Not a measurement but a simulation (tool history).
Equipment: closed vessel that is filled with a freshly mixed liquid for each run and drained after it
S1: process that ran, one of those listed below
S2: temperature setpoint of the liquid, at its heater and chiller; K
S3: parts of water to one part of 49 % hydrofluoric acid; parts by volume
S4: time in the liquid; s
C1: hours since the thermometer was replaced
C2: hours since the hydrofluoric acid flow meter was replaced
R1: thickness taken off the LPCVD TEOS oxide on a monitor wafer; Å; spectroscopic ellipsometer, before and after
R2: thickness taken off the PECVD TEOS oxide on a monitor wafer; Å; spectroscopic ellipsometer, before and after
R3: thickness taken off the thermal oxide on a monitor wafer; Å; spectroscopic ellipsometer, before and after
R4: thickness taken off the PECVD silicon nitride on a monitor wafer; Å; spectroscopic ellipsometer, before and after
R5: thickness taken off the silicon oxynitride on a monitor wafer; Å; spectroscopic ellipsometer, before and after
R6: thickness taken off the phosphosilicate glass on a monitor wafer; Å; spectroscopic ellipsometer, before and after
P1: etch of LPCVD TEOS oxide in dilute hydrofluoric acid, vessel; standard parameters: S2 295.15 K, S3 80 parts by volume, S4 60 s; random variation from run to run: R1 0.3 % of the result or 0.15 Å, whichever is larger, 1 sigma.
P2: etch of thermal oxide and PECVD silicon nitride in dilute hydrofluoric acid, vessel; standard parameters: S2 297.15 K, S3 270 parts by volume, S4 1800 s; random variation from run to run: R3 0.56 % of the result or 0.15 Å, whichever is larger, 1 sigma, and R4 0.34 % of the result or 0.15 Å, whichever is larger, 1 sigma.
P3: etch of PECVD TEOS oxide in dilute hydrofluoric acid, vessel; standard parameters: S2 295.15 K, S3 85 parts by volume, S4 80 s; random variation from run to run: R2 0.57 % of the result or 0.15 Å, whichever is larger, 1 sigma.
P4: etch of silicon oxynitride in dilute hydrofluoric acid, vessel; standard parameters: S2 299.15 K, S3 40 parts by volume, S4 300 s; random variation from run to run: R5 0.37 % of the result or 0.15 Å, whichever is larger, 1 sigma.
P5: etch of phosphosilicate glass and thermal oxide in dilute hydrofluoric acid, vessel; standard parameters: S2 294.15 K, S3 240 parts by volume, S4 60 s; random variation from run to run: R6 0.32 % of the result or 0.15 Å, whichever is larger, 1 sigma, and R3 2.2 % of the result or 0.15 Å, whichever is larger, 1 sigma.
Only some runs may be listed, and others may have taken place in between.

run,hour,S1,S2,S3,S4,C1,C2,R1,R2,R3,R4,R5,R6
1,16,P1,295.15,80,60,638.6,909.5,358.09,,,,,
2,25.3,P1,295.15,80,60,647.9,918.8,359.67,,,,,
3,41.1,P3,295.15,85,80,663.7,934.6,,143.66,,,,
4,57,P1,303.15,80,60,679.6,950.5,493.79,,,,,
5,65.7,P1,295.15,80,60,688.3,959.2,360.31,,,,,
6,74.3,P1,295.15,25,60,696.9,967.8,1228.7,,,,,
7,84.9,P1,290.15,80,60,707.5,978.4,291.88,,,,,
8,101.2,P2,297.15,270,1800,723.8,994.7,,,272.12,134.69,,
9,112.4,P4,299.15,40,30,735,1005.9,,,,,19.492,
10,126.4,P5,294.15,240,60,749,1019.9,,,9.259,,,307.63
11,136.8,P1,295.15,25,95,759.4,1030.3,1948.3,,,,,
12,147.6,P1,295.15,80,60,770.2,1041.1,361.73,,,,,
13,166.2,P5,290.15,240,60,788.8,1059.7,,,7.8113,,,264.02
14,178.7,P4,307.15,40,300,801.3,1072.2,,,,,281.73,
15,192.2,P2,305.15,270,1800,814.8,1085.7,,,348.22,216.66,,
16,203.1,P3,295.15,85,155,825.7,1096.6,,272.72,,,,
17,220.6,P2,297.15,270,1800,843.2,1114.1,,,270.65,135,,
18,233.5,P5,294.15,145,60,856.1,1127,,,16.862,,,563.24
19,244.1,P5,294.15,240,60,866.7,1137.6,,,9.2824,,,309.32
20,257.6,P5,294.15,240,115,880.2,1151.1,,,17.224,,,591.58
21,265.9,P1,295.15,80,60,888.5,1159.4,361.11,,,,,
22,278,P2,297.15,270,3325,900.6,1171.5,,,493.2,249.57,,
23,294.2,P4,299.15,40,300,916.8,1187.7,,,,,194.35,
24,306.2,P1,295.15,140,60,928.8,1199.7,191.9,,,,,
25,316.3,P4,299.15,20,300,938.9,1209.8,,,,,391.04,
26,328,P1,295.15,80,60,950.6,1221.5,358.42,,,,,
27,338.2,P3,295.15,150,80,960.8,1231.7,,75.12,,,,
28,349.7,P1,295.15,80,95,972.3,1243.2,569.61,,,,,
29,364.2,P1,295.15,80,30,986.8,1257.7,181.21,,,,,
30,375.2,P2,297.15,100,1800,997.8,1268.7,,,883.79,360.97,,
31,390.3,P3,300.15,85,80,1012.9,1283.8,,171.49,,,,
32,401.2,P1,300.65,80,110,1023.8,1294.7,823.11,,,,,
33,416,P1,290.15,140,60,1038.6,1309.5,157.77,,,,,
34,430.4,P1,295.15,80,60,1053,1323.9,359.71,,,,,
35,442.8,P1,295.15,80,60,1065.4,1336.3,360.65,,,,,

Run 36 comes next. What will it give?
36,453.8,P1,295.15,80,60,1076.4,1347.3,?,,,,,

{"run 36": {"R1": 346.96}}
